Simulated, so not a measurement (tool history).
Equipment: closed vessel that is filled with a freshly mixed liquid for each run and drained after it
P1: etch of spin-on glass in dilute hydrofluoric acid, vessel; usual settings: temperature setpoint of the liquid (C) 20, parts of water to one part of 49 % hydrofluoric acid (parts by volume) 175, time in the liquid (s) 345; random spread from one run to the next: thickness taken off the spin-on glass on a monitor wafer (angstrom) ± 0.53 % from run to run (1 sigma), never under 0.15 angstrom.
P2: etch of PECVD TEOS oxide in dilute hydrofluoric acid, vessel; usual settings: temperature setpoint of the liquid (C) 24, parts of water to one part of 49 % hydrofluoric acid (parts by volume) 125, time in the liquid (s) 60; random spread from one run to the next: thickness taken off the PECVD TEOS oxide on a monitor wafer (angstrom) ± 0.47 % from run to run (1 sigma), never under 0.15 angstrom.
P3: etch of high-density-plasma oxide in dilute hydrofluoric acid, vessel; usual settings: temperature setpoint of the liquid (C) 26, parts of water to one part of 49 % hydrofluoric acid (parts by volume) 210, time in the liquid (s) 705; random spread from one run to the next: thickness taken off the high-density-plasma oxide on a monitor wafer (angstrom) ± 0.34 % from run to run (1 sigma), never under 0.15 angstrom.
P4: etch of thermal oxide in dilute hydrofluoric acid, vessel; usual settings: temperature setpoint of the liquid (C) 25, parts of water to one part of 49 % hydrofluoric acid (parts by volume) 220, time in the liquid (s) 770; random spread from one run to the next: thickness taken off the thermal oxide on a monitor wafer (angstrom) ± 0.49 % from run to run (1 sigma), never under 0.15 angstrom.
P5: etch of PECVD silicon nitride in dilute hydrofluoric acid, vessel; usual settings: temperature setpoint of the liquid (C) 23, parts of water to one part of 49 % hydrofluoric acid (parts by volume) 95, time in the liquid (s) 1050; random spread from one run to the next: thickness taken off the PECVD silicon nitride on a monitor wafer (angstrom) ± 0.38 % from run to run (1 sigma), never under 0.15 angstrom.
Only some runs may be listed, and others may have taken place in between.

| run | day | process that ran | temperature setpoint of the liquid (C) | parts of water to one part of 49 % hydrofluoric acid (parts by volume) | time in the liquid (s) | thickness taken off the spin-on glass on a monitor wafer (angstrom) | thickness taken off the high-density-plasma oxide on a monitor wafer (angstrom) | thickness taken off the thermal oxide on a monitor wafer (angstrom) | thickness taken off the PECVD TEOS oxide on a monitor wafer (angstrom) | thickness taken off the PECVD silicon nitride on a monitor wafer (angstrom) |
|---|---|---|---|---|---|---|---|---|---|---|
| 1 | 0.433 | P1 | 20 | 175 | 345 | 370.35 |  |  |  |  |
| 2 | 1.042 | P3 | 20.5 | 210 | 705 |  | 136.12 |  |  |  |
| 3 | 1.833 | P1 | 17 | 175 | 345 | 325.94 |  |  |  |  |
| 4 | 2.488 | P1 | 20 | 175 | 530 | 564.48 |  |  |  |  |
| 5 | 3.083 | P1 | 20 | 50 | 345 | 1473.5 |  |  |  |  |
| 6 | 3.804 | P4 | 17 | 220 | 770 |  |  | 101.87 |  |  |
| 7 | 4.567 | P3 | 26 | 210 | 380 |  | 90.031 |  |  |  |
| 8 | 5.083 | P3 | 26 | 210 | 705 |  | 166.31 |  |  |  |
| 9 | 5.725 | P2 | 17.5 | 125 | 60 |  |  |  | 101.62 |  |
| 10 | 6.425 | P2 | 24 | 200 | 60 |  |  |  | 74.79 |  |
|  | 6.721 | hydrofluoric acid flow meter replaced |
| 11 | 7.096 | P2 | 24 | 125 | 60 |  |  |  | 131.6 |  |
| 12 | 7.717 | P5 | 23 | 95 | 1050 |  |  |  |  | 333.94 |
| 13 | 8.158 | P1 | 20 | 250 | 345 | 238.2 |  |  |  |  |
| 14 | 8.562 | P1 | 20 | 175 | 345 | 370.58 |  |  |  |  |
| 15 | 8.996 | P3 | 26 | 130 | 705 |  | 295.9 |  |  |  |
| 16 | 9.475 | P4 | 25 | 385 | 770 |  |  | 67.013 |  |  |
| 17 | 10.154 | P1 | 20 | 175 | 85 | 90.977 |  |  |  |  |
| 18 | 10.579 | P1 | 27 | 235 | 345 | 335.88 |  |  |  |  |
| 19 | 11.108 | P1 | 17 | 45 | 345 | 1455 |  |  |  |  |
| 20 | 11.679 | P1 | 20 | 175 | 345 | 365.87 |  |  |  |  |
| 21 | 12.071 | P1 | 27.5 | 175 | 345 | 490.09 |  |  |  |  |
| 22 | 12.546 | P4 | 25 | 220 | 40 |  |  | 6.8778 |  |  |
| 23 | 13.238 | P5 | 23 | 170 | 1050 |  |  |  |  | 188.44 |
| 24 | 13.625 | P1 | 20 | 175 | 345 | 366.08 |  |  |  |  |
| 25 | 14.271 | P1 | 20 | 175 | 345 | 368.83 |  |  |  |  |
| 26 | 14.879 | P4 | 25 | 220 | 770 |  |  | 140 |  |  |
| 27 | 15.492 | P1 | 20 | 175 | 345 | 366.53 |  |  |  |  |
| 28 | 16.079 | P2 | 24 | 125 | 60 |  |  |  | 131.67 |  |
| 29 | 16.492 | P5 | 28.5 | 95 | 1050 |  |  |  |  | 474.08 |
| 30 | 16.85 | P2 | 24 | 125 | 95 |  |  |  | 205.16 |  |

For run 31, what comes out?
| 31 | 17.417 | P5 | 23 | 95 | 30 |  |  |  |  | ? |

Logged for run 31: thickness taken off the PECVD silicon nitride on a monitor wafer (angstrom) 9.775.

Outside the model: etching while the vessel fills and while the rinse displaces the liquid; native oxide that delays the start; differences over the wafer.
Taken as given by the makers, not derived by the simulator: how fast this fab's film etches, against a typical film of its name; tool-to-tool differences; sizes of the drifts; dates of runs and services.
